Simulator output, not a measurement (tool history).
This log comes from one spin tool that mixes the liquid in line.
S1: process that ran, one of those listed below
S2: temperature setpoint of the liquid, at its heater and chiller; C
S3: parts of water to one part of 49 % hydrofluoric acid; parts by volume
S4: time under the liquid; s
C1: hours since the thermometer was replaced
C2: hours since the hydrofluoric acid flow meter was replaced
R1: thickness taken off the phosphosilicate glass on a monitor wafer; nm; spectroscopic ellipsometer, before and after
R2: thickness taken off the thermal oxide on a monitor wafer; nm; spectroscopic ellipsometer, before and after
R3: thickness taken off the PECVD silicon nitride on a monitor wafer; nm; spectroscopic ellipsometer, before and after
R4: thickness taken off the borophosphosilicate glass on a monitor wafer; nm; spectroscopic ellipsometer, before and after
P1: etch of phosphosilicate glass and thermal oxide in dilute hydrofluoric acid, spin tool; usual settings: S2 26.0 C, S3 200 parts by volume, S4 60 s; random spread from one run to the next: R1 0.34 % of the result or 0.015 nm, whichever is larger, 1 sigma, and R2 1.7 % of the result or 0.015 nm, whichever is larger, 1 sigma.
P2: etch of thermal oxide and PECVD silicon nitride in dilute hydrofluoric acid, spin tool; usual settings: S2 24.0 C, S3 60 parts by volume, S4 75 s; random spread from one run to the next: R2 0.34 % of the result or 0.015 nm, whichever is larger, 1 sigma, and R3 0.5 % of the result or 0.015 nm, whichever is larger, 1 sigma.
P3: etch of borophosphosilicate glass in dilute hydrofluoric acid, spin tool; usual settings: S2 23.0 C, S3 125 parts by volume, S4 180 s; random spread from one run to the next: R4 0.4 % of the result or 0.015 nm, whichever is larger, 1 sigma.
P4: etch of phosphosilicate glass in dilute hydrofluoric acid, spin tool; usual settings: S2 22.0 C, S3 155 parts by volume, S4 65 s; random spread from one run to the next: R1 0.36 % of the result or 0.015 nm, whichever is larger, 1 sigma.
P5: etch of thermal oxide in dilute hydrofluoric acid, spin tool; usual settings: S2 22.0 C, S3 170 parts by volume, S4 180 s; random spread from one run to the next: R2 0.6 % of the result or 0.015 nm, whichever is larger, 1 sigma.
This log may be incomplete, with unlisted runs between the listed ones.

run 1 day=0.379 | S1=P1 S2=26.0 S3=200 S4=60 | C1=404.7 C2=805.0 | R1=57.568 R2=1.35350
run 2 day=0.954 | S1=P1 S2=26.0 S3=85 S4=60 | C1=418.5 C2=818.8 | R1=156.910 R2=3.58410
run 3 day=1.525 | S1=P1 S2=26.0 S3=310 S4=60 | C1=432.2 C2=832.5 | R1=33.240 R2=0.77198
run 4 day=1.875 | S1=P2 S2=24.0 S3=60 S4=125 | C1=440.6 C2=840.9 | R2=9.78200 R3=7.7085
run 5 day=2.375 | S1=P2 S2=30.0 S3=60 S4=75 | C1=452.6 C2=852.9 | R2=7.48220 R3=6.8794
run 6 day=2.842 | S1=P3 S2=23.0 S3=210 S4=180 | C1=463.8 C2=864.1 | R4=21.509
run 7 day=3.496 | S1=P1 S2=26.0 S3=200 S4=115 | C1=479.5 C2=879.8 | R1=110.700 R2=2.65010
run 8 day=4.138 | S1=P2 S2=24.0 S3=110 S4=75 | C1=494.9 C2=895.2 | R2=3.05560 R3=2.5064
run 9 day=4.433 | S1=P2 S2=24.0 S3=60 S4=75 | C1=502.0 C2=902.3 | R2=5.90840 R3=4.6472
run 10 day=4.742 | S1=P1 S2=26.0 S3=200 S4=30 | C1=509.4 C2=909.7 | R1=28.917 R2=0.67238
-- day=5.196 hydrofluoric acid flow meter replaced
run 11 day=5.375 | S1=P1 S2=26.0 S3=200 S4=60 | C1=524.6 C2=4.4 | R1=57.748 R2=1.35500
run 12 day=5.908 | S1=P4 S2=22.0 S3=225 S4=65 | C1=537.4 C2=17.2 | R1=28.308
run 13 day=6.242 | S1=P1 S2=33.5 S3=200 S4=60 | C1=545.4 C2=25.2 | R1=75.131 R2=1.75480
run 14 day=6.879 | S1=P1 S2=26.0 S3=200 S4=60 | C1=560.7 C2=40.5 | R1=57.797 R2=1.37030
run 15 day=7.429 | S1=P5 S2=17.0 S3=170 S4=180 | C1=573.9 C2=53.7 | R2=3.44270
run 16 day=7.942 | S1=P5 S2=22.0 S3=170 S4=180 | C1=586.2 C2=66.0 | R2=4.16390
run 17 day=8.538 | S1=P4 S2=22.0 S3=155 S4=65 | C1=600.5 C2=80.3 | R1=44.054
run 18 day=8.883 | S1=P1 S2=26.0 S3=200 S4=60 | C1=608.8 C2=88.6 | R1=57.945 R2=1.30470
run 19 day=9.396 | S1=P5 S2=22.0 S3=275 S4=180 | C1=621.1 C2=100.9 | R2=2.29950
run 20 day=9.912 | S1=P1 S2=26.0 S3=200 S4=60 | C1=633.5 C2=113.3 | R1=57.411 R2=1.35490
run 21 day=10.383 | S1=P4 S2=27.5 S3=155 S4=65 | C1=644.8 C2=124.6 | R1=54.497
run 22 day=10.838 | S1=P3 S2=23.0 S3=125 S4=180 | C1=655.7 C2=135.5 | R4=39.511
run 23 day=11.396 | S1=P3 S2=17.0 S3=125 S4=180 | C1=669.1 C2=148.9 | R4=30.917
run 24 day=11.908 | S1=P5 S2=22.0 S3=170 S4=355 | C1=681.4 C2=161.2 | R2=8.15600
run 25 day=12.412 | S1=P1 S2=26.0 S3=200 S4=60 | C1=693.5 C2=173.3 | R1=57.681 R2=1.37650
run 26 day=12.700 | S1=P1 S2=26.0 S3=200 S4=60 | C1=700.4 C2=180.2 | R1=57.483 R2=1.31770
run 27 day=13.129 | S1=P1 S2=26.0 S3=120 S4=15 | C1=710.7 C2=190.5 | R1=26.479 R2=0.64362
run 28 day=13.600 | S1=P4 S2=22.0 S3=155 S4=130 | C1=722.0 C2=201.8 | R1=87.955
run 29 day=14.125 | S1=P3 S2=23.0 S3=125 S4=180 | C1=734.6 C2=214.4 | R4=39.384
run 30 day=14.775 | S1=P1 S2=21.0 S3=200 S4=60 | C1=750.2 C2=230.0 | R1=48.062 R2=1.07550
run 31 day=15.121 | S1=P3 S2=23.0 S3=125 S4=290 | C1=758.5 C2=238.3 | R4=63.497
run 32 day=15.629 | S1=P2 S2=24.0 S3=60 S4=75 | C1=770.7 C2=250.5 | R2=5.88680 R3=4.6290
run 33 day=15.983 | S1=P1 S2=26.0 S3=200 S4=60 | C1=779.2 C2=259.0 | R1=57.769 R2=1.30840
run 34 day=16.317 | S1=P1 S2=26.0 S3=200 S4=60 | C1=787.2 C2=267.0 | R1=57.223 R2=1.32260
run 35 day=16.825 | S1=P1 S2=26.0 S3=200 S4=60 | C1=799.4 C2=279.2 | R1=56.007 R2=1.31630
run 36 day=17.250 | S1=P1 S2=26.0 S3=200 S4=60 | C1=809.6 C2=289.4 | R1=55.279 R2=1.26630
run 37 day=17.667 | S1=P1 S2=26.0 S3=200 S4=60 | C1=819.6 C2=299.4 | R1=55.264 R2=1.25370
run 38 day=18.058 | S1=P1 S2=26.0 S3=200 S4=60 | C1=829.0 C2=308.8 | R1=55.085 R2=1.24670
run 39 day=18.442 | S1=P1 S2=26.0 S3=200 S4=60 | C1=838.2 C2=318.0 | R1=54.687 R2=1.27980
run 40 day=19.071 | S1=P1 S2=26.0 S3=200 S4=60 | C1=853.3 C2=333.1 | R1=54.415 R2=1.24730
run 41 day=19.362 | S1=P1 S2=26.0 S3=200 S4=60 | C1=860.3 C2=340.1 | R1=54.746 R2=1.23420
run 42 day=19.942 | S1=P1 S2=26.0 S3=200 S4=60 | C1=874.2 C2=354.0 | R1=54.423 R2=1.27550
run 43 day=20.275 | S1=P1 S2=26.0 S3=200 S4=60 | C1=882.2 C2=362.0 | R1=54.312 R2=1.29590
run 44 day=20.704 | S1=P1 S2=26.0 S3=200 S4=60 | C1=892.5 C2=372.3 | R1=54.272 R2=1.25730

The log shows P1 creeping away from where it was. Any of the 2 causes listed here, at the size stated for it, fits the log just as well as the others:
A: hydrofluoric acid flow below the setpoint (%) = 4.91
B: liquid colder than its thermometer reads (K) = 1.7
The creep began at about day 15.983.

Which of the 4 check runs listed below separates the causes, so that each cause would produce a clearly different result? Each run uses one wafer, and its results are marked with question marks.
run check 1 day=21.133 | S1=P2 S2=24.0 S3=60 S4=75 | R2=? R3=?
run check 2 day=21.133 | S1=P5 S2=22.0 S3=170 S4=180 | R2=?
run check 3 day=21.133 | S1=P3 S2=23.0 S3=125 S4=180 | R4=?
run check 4 day=21.133 | S1=P4 S2=22.0 S3=155 S4=65 | R1=?

How each check would come out, cause by cause:
check=check_1 result=R2 if_A=5.55530 if_B=5.47000
check=check_1 result=R3 if_A=4.3747 if_B=4.0979
check=check_2 result=R2 if_A=3.89390 if_B=3.86910
check=check_3 result=R4 if_A=37.277 if_B=36.921
check=check_4 result=R1 if_A=41.607 if_B=41.287
Per-check spread between the two closest causes, in the result where they differ most: check 1 6.54 %; check 2 0.64 %; check 3 0.96 %; check 4 0.77 %
Check 1 is the one run that separates the causes; every other check would come out nearly the same whichever cause is at work.

Then check 1 was run and gave: R2 5.48270 nm; R3 4.0937 nm. Which cause is it?

It is B: liquid colder than its thermometer reads (K).
